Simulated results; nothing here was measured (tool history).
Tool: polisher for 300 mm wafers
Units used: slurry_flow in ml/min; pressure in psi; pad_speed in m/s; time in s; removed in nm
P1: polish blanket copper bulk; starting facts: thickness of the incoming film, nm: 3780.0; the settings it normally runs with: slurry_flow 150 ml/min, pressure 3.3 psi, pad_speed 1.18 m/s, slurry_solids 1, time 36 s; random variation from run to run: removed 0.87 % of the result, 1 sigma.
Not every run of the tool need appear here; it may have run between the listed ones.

run  hour  slurry_flow  pressure  pad_speed  slurry_solids  time  removed
  1   2.9          150       3.3       1.18              1    36   544.02
  2   5.5          150       3.3       1.18              1    20   304.12
  3  10.1           90       3.3       1.18              1    36   490.92
  4  12.7          150       3.3       1.18              1    36   538.17
  5  14.8          150       3.3       1.18           1.45    36   590.25
  6  19.3          150       5.1       1.18              1    36   838.09
  7  22.8          150       3.3       1.18              1    36   538.52
  8  26.9          150       3.3       0.62           0.55    36   254.16
  9  30.8          150       3.3       1.72              1    36   800.07
 10  33.6          150       3.3       1.18              1    48    726.2
 11    38          150       2.3       1.18              1    36   379.58
 12  40.2          150       3.3       1.48            1.4    36   746.69
 13    45          150       3.3       0.54              1    36   249.24
 14  49.5          150       3.3       1.18              1    36   546.69
 15  53.2          150       3.3       1.18              1    36   547.18
 16  57.5          150       3.3       1.18           0.65    36   500.71
 17  60.5          150       3.3       1.18              1    36   552.99
 18  64.7          195       3.3       1.18              1    36   569.16
 19  67.9          150       3.3       1.18              1    36   544.95
 20    71          150       3.3       1.18            1.4    56   921.72
 21  75.3          150       3.3       1.18              1    36   540.38
 22  80.1          150       3.3       1.18              1    36   516.98

Estimate the outcome of run 23 from the log above:
 23  82.2          150       3.3       1.18              1    36        ?

{"run 23": {"removed": 514.05}}

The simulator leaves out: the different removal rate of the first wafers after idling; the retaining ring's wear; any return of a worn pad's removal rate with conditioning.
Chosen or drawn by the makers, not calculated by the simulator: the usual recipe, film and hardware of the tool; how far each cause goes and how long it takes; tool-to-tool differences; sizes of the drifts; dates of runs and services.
